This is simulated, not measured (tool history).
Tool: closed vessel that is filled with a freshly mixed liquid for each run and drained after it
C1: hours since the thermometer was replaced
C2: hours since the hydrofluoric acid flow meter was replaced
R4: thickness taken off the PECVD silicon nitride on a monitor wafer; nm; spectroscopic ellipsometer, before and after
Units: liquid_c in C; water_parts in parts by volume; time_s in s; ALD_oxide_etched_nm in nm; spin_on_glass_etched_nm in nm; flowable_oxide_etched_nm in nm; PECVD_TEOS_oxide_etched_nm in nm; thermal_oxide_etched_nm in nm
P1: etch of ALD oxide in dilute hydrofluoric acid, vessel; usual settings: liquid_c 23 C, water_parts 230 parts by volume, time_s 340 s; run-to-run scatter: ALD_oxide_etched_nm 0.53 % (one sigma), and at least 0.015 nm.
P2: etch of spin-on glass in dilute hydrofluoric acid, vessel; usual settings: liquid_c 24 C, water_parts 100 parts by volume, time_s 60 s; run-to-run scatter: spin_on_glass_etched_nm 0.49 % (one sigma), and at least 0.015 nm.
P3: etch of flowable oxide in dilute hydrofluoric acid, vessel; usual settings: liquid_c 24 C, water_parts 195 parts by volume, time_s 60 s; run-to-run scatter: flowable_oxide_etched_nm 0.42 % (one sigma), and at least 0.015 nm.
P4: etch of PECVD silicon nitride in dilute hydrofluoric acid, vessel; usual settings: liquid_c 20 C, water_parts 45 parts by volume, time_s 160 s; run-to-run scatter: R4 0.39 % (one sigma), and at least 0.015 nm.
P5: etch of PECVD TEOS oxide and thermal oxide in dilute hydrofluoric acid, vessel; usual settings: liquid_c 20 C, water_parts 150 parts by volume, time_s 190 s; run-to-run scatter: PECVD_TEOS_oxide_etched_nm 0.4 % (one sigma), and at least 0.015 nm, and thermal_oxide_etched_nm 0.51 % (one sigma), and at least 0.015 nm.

Run 1, day 0.4: process P1, liquid_c 23 C, water_parts 230 parts by volume, time_s 340 s; C1 392.2; C2 420.3. Result: ALD_oxide_etched_nm 27.806 nm.
Run 2, day 0.679: process P1, liquid_c 23 C, water_parts 110 parts by volume, time_s 340 s; C1 398.9; C2 427. Result: ALD_oxide_etched_nm 65.895 nm.
Run 3, day 1.1: process P2, liquid_c 24 C, water_parts 100 parts by volume, time_s 30 s; C1 409; C2 437.1. Result: spin_on_glass_etched_nm 12.899 nm.
Run 4, day 1.533: process P2, liquid_c 24 C, water_parts 155 parts by volume, time_s 60 s; C1 419.4; C2 447.5. Result: spin_on_glass_etched_nm 15.629 nm.
Run 5, day 1.888: process P1, liquid_c 23 C, water_parts 230 parts by volume, time_s 340 s; C1 427.9; C2 456. Result: ALD_oxide_etched_nm 27.958 nm.
Run 6, day 2.262: process P1, liquid_c 17 C, water_parts 100 parts by volume, time_s 340 s; C1 436.9; C2 465. Result: ALD_oxide_etched_nm 57.935 nm.
Run 7, day 2.508: process P3, liquid_c 24 C, water_parts 195 parts by volume, time_s 60 s; C1 442.8; C2 470.9. Result: flowable_oxide_etched_nm 11.822 nm.
Run 8, day 2.779: process P1, liquid_c 23 C, water_parts 230 parts by volume, time_s 85 s; C1 449.3; C2 477.4. Result: ALD_oxide_etched_nm 6.9963 nm.
Run 9, day 3.212: process P4, liquid_c 20 C, water_parts 45 parts by volume, time_s 80 s; C1 459.7; C2 487.8. Result: R4 2.9772 nm.
Run 10, day 3.454: process P1, liquid_c 17 C, water_parts 365 parts by volume, time_s 340 s; C1 465.5; C2 493.6. Result: ALD_oxide_etched_nm 12.529 nm.
Run 11, day 3.717: process P5, liquid_c 20 C, water_parts 150 parts by volume, time_s 370 s; C1 471.8; C2 499.9. Result: PECVD_TEOS_oxide_etched_nm 38.974 nm, thermal_oxide_etched_nm 8.8965 nm.
Run 12, day 3.954: process P1, liquid_c 23 C, water_parts 230 parts by volume, time_s 340 s; C1 477.5; C2 505.6. Result: ALD_oxide_etched_nm 27.983 nm.
Run 13, day 4.188: process P1, liquid_c 23 C, water_parts 365 parts by volume, time_s 340 s; C1 483.1; C2 511.2. Result: ALD_oxide_etched_nm 15.526 nm.
Run 14, day 4.442: process P4, liquid_c 20 C, water_parts 45 parts by volume, time_s 160 s; C1 489.2; C2 517.3. Result: R4 5.9133 nm.
Run 15, day 4.808: process P1, liquid_c 23 C, water_parts 230 parts by volume, time_s 340 s; C1 498; C2 526.1. Result: ALD_oxide_etched_nm 27.929 nm.
Run 16, day 5.279: process P2, liquid_c 24 C, water_parts 100 parts by volume, time_s 60 s; C1 509.3; C2 537.4. Result: spin_on_glass_etched_nm 25.825 nm.
Run 17, day 5.725: process P1, liquid_c 23 C, water_parts 230 parts by volume, time_s 340 s; C1 520; C2 548.1. Result: ALD_oxide_etched_nm 28.254 nm.
Run 18, day 6.067: process P3, liquid_c 24 C, water_parts 195 parts by volume, time_s 60 s; C1 528.2; C2 556.3. Result: flowable_oxide_etched_nm 11.824 nm.
Run 19, day 6.358: process P1, liquid_c 23 C, water_parts 230 parts by volume, time_s 340 s; C1 535.2; C2 563.3. Result: ALD_oxide_etched_nm 28.131 nm.
Run 20, day 6.579: process P3, liquid_c 24 C, water_parts 70 parts by volume, time_s 60 s; C1 540.5; C2 568.6. Result: flowable_oxide_etched_nm 38.338 nm.
Run 21, day 6.988: process P4, liquid_c 27.5 C, water_parts 45 parts by volume, time_s 160 s; C1 550.3; C2 578.4. Result: R4 9.7345 nm.
Run 22, day 7.288: process P4, liquid_c 20 C, water_parts 70 parts by volume, time_s 160 s; C1 557.5; C2 585.6. Result: R4 3.838 nm.
Run 23, day 7.612: process P5, liquid_c 25.5 C, water_parts 150 parts by volume, time_s 190 s; C1 565.3; C2 593.4. Result: PECVD_TEOS_oxide_etched_nm 25.098 nm, thermal_oxide_etched_nm 5.6254 nm.
Run 24, day 7.838: process P3, liquid_c 31 C, water_parts 195 parts by volume, time_s 60 s; C1 570.7; C2 598.8. Result: flowable_oxide_etched_nm 15.137 nm.
Run 25, day 8.317: process P1, liquid_c 23 C, water_parts 230 parts by volume, time_s 550 s; C1 582.2; C2 610.3. Result: ALD_oxide_etched_nm 45.245 nm.
Run 26, day 8.579: process P5, liquid_c 20 C, water_parts 265 parts by volume, time_s 190 s; C1 588.5; C2 616.6. Result: PECVD_TEOS_oxide_etched_nm 10.151 nm, thermal_oxide_etched_nm 2.3117 nm.
Run 27, day 8.946: process P5, liquid_c 20 C, water_parts 150 parts by volume, time_s 190 s; C1 597.3; C2 625.4. Result: PECVD_TEOS_oxide_etched_nm 20.019 nm, thermal_oxide_etched_nm 4.5383 nm.
Run 28, day 9.233: process P3, liquid_c 24 C, water_parts 195 parts by volume, time_s 30 s; C1 604.2; C2 632.3. Result: flowable_oxide_etched_nm 5.9192 nm.
Run 29, day 9.533: process P1, liquid_c 17 C, water_parts 230 parts by volume, time_s 340 s; C1 611.4; C2 639.5. Result: ALD_oxide_etched_nm 22.159 nm.
Run 30, day 9.821: process P5, liquid_c 20 C, water_parts 150 parts by volume, time_s 190 s; C1 618.3; C2 646.4. Result: PECVD_TEOS_oxide_etched_nm 20.249 nm, thermal_oxide_etched_nm 4.4992 nm.
Run 31, day 10.088: process P1, liquid_c 28.5 C, water_parts 230 parts by volume, time_s 340 s; C1 624.7; C2 652.8. Result: ALD_oxide_etched_nm 33.918 nm.
Run 32, day 10.321: process P2, liquid_c 28.5 C, water_parts 100 parts by volume, time_s 60 s; C1 630.3; C2 658.4. Result: spin_on_glass_etched_nm 30.934 nm.
Run 33, day 10.804: process P1, liquid_c 30.5 C, water_parts 230 parts by volume, time_s 630 s; C1 641.9; C2 670. Result: ALD_oxide_etched_nm 67.012 nm.
Run 34, day 11.142: process P1, liquid_c 23 C, water_parts 230 parts by volume, time_s 340 s; C1 650; C2 678.1. Result: ALD_oxide_etched_nm 27.446 nm.
Run 35, day 11.35: process P1, liquid_c 23 C, water_parts 230 parts by volume, time_s 340 s; C1 655; C2 683.1. Result: ALD_oxide_etched_nm 28.745 nm.
Run 36, day 11.717: process P1, liquid_c 23 C, water_parts 230 parts by volume, time_s 340 s; C1 663.8; C2 691.9. Result: ALD_oxide_etched_nm 29.577 nm.
Run 37, day 12.05: process P1, liquid_c 23 C, water_parts 230 parts by volume, time_s 340 s; C1 671.8; C2 699.9. Result: ALD_oxide_etched_nm 29.882 nm.
Run 38, day 12.333: process P1, liquid_c 23 C, water_parts 230 parts by volume, time_s 340 s; C1 678.6; C2 706.7. Result: ALD_oxide_etched_nm 30.001 nm.
Run 39, day 12.621: process P1, liquid_c 23 C, water_parts 230 parts by volume, time_s 340 s; C1 685.5; C2 713.6. Result: ALD_oxide_etched_nm 30.16 nm.
Run 40, day 12.862: process P1, liquid_c 23 C, water_parts 230 parts by volume, time_s 340 s; C1 691.3; C2 719.4. Result: ALD_oxide_etched_nm 30.046 nm.
Run 41, day 13.262: process P1, liquid_c 23 C, water_parts 230 parts by volume, time_s 340 s; C1 700.9; C2 729. Result: ALD_oxide_etched_nm 30.297 nm.

What P1 gives has crept away from where it was. These 2 causes fit the log equally well, each at the size given:
A: hydrofluoric acid flow above the setpoint (%) = 7.06
B: liquid hotter than its thermometer reads (K) = 2.32
The creep began at about day 11.142.

4 check runs are offered, one wafer each, their results left as question marks. Which one tells the causes apart?
Run check 1, day 13.662: process P5, liquid_c 20 C, water_parts 240 parts by volume, time_s 285 s. Result: PECVD_TEOS_oxide_etched_nm ?, thermal_oxide_etched_nm ?.
Run check 2, day 13.662: process P4, liquid_c 25 C, water_parts 45 parts by volume, time_s 160 s. Result: R4 ?.
Run check 3, day 13.662: process P2, liquid_c 28.5 C, water_parts 145 parts by volume, time_s 60 s. Result: spin_on_glass_etched_nm ?.
Run check 4, day 13.662: process P3, liquid_c 30.5 C, water_parts 115 parts by volume, time_s 60 s. Result: flowable_oxide_etched_nm ?.

What each check would give under each cause:
  check                      result    if A    if B
check 1  PECVD_TEOS_oxide_etched_nm  18.731   18.79
check 1     thermal_oxide_etched_nm  4.2307  4.2439
check 2                          R4  8.8686  9.6807
check 3     spin_on_glass_etched_nm  21.754  21.831
check 4    flowable_oxide_etched_nm  30.564  30.737
How far apart the two closest causes lie, in the result that separates them most: check 1 0.31 %; check 2 8.76 %; check 3 0.35 %; check 4 0.57 %
Only check 2 tells the causes apart: in the others they would give nearly the same result.

Then check 2 was run and gave: R4 9.655 nm. Which cause is it?

It is B: liquid hotter than its thermometer reads (K).
